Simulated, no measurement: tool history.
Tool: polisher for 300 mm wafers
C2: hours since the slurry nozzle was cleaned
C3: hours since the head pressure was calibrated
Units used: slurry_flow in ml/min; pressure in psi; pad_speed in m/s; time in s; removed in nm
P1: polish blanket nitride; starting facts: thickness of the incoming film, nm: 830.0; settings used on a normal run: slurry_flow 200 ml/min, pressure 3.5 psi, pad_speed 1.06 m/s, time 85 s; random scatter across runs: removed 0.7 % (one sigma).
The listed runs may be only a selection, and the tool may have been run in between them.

run 1 hour=13.6 | slurry_flow=200 pressure=3.5 pad_speed=1.06 time=85 | wafers_polished_on_this_pad=980 C2=248.2 C3=341.7 | removed=172.31
run 2 hour=26.1 | slurry_flow=200 pressure=3.5 pad_speed=1.06 time=42 | wafers_polished_on_this_pad=1126 C2=260.7 C3=354.2 | removed=85.941
run 3 hour=36.1 | slurry_flow=200 pressure=3.5 pad_speed=0.48 time=85 | wafers_polished_on_this_pad=1243 C2=270.7 C3=364.2 | removed=92.075
run 4 hour=42.6 | slurry_flow=200 pressure=3.5 pad_speed=1.06 time=85 | wafers_polished_on_this_pad=1319 C2=277.2 C3=370.7 | removed=173.94
run 5 hour=52.1 | slurry_flow=200 pressure=3.5 pad_speed=1.06 time=85 | wafers_polished_on_this_pad=1430 C2=286.7 C3=380.2 | removed=173.68
run 6 hour=62.4 | slurry_flow=200 pressure=3.5 pad_speed=1.06 time=117 | wafers_polished_on_this_pad=1550 C2=297 C3=390.5 | removed=238.25
run 7 hour=76.3 | slurry_flow=200 pressure=3.5 pad_speed=1.06 time=85 | wafers_polished_on_this_pad=1713 C2=310.9 C3=404.4 | removed=172.82
-- hour=89.9 slurry nozzle cleaned
run 8 hour=90.6 | slurry_flow=255 pressure=3.5 pad_speed=1.06 time=85 | wafers_polished_on_this_pad=1880 C2=0.7 C3=418.7 | removed=177.94
run 9 hour=98 | slurry_flow=200 pressure=1.6 pad_speed=1.06 time=85 | wafers_polished_on_this_pad=1966 C2=8.1 C3=426.1 | removed=78.634
run 10 hour=111 | slurry_flow=200 pressure=3.5 pad_speed=1.06 time=85 | wafers_polished_on_this_pad=2118 C2=21.1 C3=439.1 | removed=173.4
run 11 hour=122.3 | slurry_flow=200 pressure=5 pad_speed=1.06 time=85 | wafers_polished_on_this_pad=2250 C2=32.4 C3=450.4 | removed=249.79
run 12 hour=128.7 | slurry_flow=135 pressure=3.5 pad_speed=1.06 time=85 | wafers_polished_on_this_pad=2325 C2=38.8 C3=456.8 | removed=163.17
run 13 hour=142.3 | slurry_flow=200 pressure=3.5 pad_speed=1.56 time=38 | wafers_polished_on_this_pad=2484 C2=52.4 C3=470.4 | removed=106.32
run 14 hour=155.2 | slurry_flow=200 pressure=3.5 pad_speed=1.6 time=85 | wafers_polished_on_this_pad=2634 C2=65.3 C3=483.3 | removed=239.62
run 15 hour=166.5 | slurry_flow=200 pressure=3.5 pad_speed=1.06 time=85 | wafers_polished_on_this_pad=2766 C2=76.6 C3=494.6 | removed=173.37
run 16 hour=180 | slurry_flow=200 pressure=3.5 pad_speed=1.06 time=85 | wafers_polished_on_this_pad=2924 C2=90.1 C3=508.1 | removed=167.55
run 17 hour=193.9 | slurry_flow=200 pressure=3.5 pad_speed=1.06 time=85 | wafers_polished_on_this_pad=3086 C2=104 C3=522 | removed=161.91
-- hour=196.9 head pressure recalibrated
run 18 hour=203 | slurry_flow=200 pressure=3.5 pad_speed=1.06 time=85 | wafers_polished_on_this_pad=3192 C2=113.1 C3=6.2 | removed=161.96
run 19 hour=214.4 | slurry_flow=200 pressure=3.5 pad_speed=1.06 time=85 | wafers_polished_on_this_pad=3326 C2=124.5 C3=17.6 | removed=160.39
run 20 hour=226.7 | slurry_flow=200 pressure=3.5 pad_speed=1.06 time=85 | wafers_polished_on_this_pad=3469 C2=136.8 C3=29.9 | removed=159.74
run 21 hour=233 | slurry_flow=200 pressure=3.5 pad_speed=1.06 time=85 | wafers_polished_on_this_pad=3543 C2=143.1 C3=36.2 | removed=160.8

Something has made what P1 gives creep away from where it was; the 2 causes below, each at its own stated size, fit the log equally well:
A: slurry flow missing at the pad, % = 38.1
B: removal rate lost through wear of the pad, % = 7.63
The creep began at about hour 166.5.
All other causes, with the reason each is excluded:
head's pressure below its setpoint, %: work on it at hour 196.9, done after the drift set in, did not restore what the process gave before

Which of the 4 check runs listed below, each an average over 3 wafers with its results shown as question marks, gives clearly different results under the different listed causes?
run check 1 hour=239.3 | slurry_flow=200 pressure=1.6 pad_speed=1.06 time=85 | removed=?
run check 2 hour=239.3 | slurry_flow=200 pressure=2 pad_speed=1.06 time=85 | removed=?
run check 3 hour=239.3 | slurry_flow=135 pressure=2.7 pad_speed=1.06 time=85 | removed=?
run check 4 hour=239.3 | slurry_flow=200 pressure=3.5 pad_speed=0.48 time=106 | removed=?

Check results expected under each cause:
check=check_1 result=removed if_A=73.213 if_B=73.206
check=check_2 result=removed if_A=91.517 if_B=91.508
check=check_3 result=removed if_A=112.22 if_B=116.08
check=check_4 result=removed if_A=105.97 if_B=105.96
Separation of the two closest causes in each check, using whichever result separates them best: check 1 0.01 %; check 2 0.01 %; check 3 3.38 %; check 4 0.01 %
Check 3 distinguishes between the causes, while the remaining checks would return nearly the same result for all of them.

Then check 3 was run and gave: removed 112.2 nm. Which cause is it?

It is A: slurry flow missing at the pad, %.
